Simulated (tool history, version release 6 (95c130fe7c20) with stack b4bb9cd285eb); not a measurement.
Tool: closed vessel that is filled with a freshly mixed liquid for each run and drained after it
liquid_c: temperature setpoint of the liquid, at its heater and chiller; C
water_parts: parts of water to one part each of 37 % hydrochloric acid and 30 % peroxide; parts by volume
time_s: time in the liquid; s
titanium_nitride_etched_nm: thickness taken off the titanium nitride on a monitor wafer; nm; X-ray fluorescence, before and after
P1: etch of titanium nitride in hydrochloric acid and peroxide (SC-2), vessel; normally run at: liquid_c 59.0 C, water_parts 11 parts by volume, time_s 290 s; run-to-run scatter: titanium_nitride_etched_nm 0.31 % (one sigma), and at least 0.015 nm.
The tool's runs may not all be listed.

| run | hour | liquid_c | water_parts | time_s | titanium_nitride_etched_nm |
|---|---|---|---|---|---|
| 1 | 5.0 | 59.0 | 11 | 290 | 17.3400 |
| 2 | 11.3 | 59.0 | 19 | 290 | 10.7450 |
|  | 13.6 | chemicals flow meter replaced |
| 3 | 15.1 | 43.5 | 11 | 290 | 6.2148 |
| 4 | 18.5 | 59.0 | 4 | 290 | 37.6010 |
| 5 | 24.5 | 59.0 | 11 | 290 | 17.2970 |
| 6 | 28.8 | 59.0 | 11 | 580 | 34.4570 |
| 7 | 33.7 | 59.0 | 11 | 290 | 17.3780 |
|  | 37.0 | thermometer replaced |
| 8 | 39.1 | 46.0 | 6 | 290 | 12.0560 |
| 9 | 45.7 | 59.0 | 11 | 30 | 1.7850 |
| 10 | 50.0 | 59.0 | 11 | 290 | 17.4220 |
| 11 | 56.6 | 72.0 | 11 | 290 | 38.2370 |
| 12 | 63.0 | 59.0 | 11 | 290 | 17.2950 |
| 13 | 67.3 | 59.0 | 11 | 290 | 17.3710 |
| 14 | 73.1 | 59.0 | 11 | 290 | 16.6000 |
| 15 | 76.7 | 59.0 | 11 | 290 | 16.3320 |
| 16 | 80.8 | 59.0 | 11 | 290 | 16.1720 |
| 17 | 84.7 | 59.0 | 11 | 290 | 15.9770 |
|  | 86.8 | new drum of peroxide connected |
| 18 | 88.4 | 59.0 | 11 | 290 | 16.0490 |

Run 19 comes next. What will it give?
| 19 | 93.1 | 59.0 | 11 | 290 | ? |

Run 19 gave titanium_nitride_etched_nm 15.8710 nm.
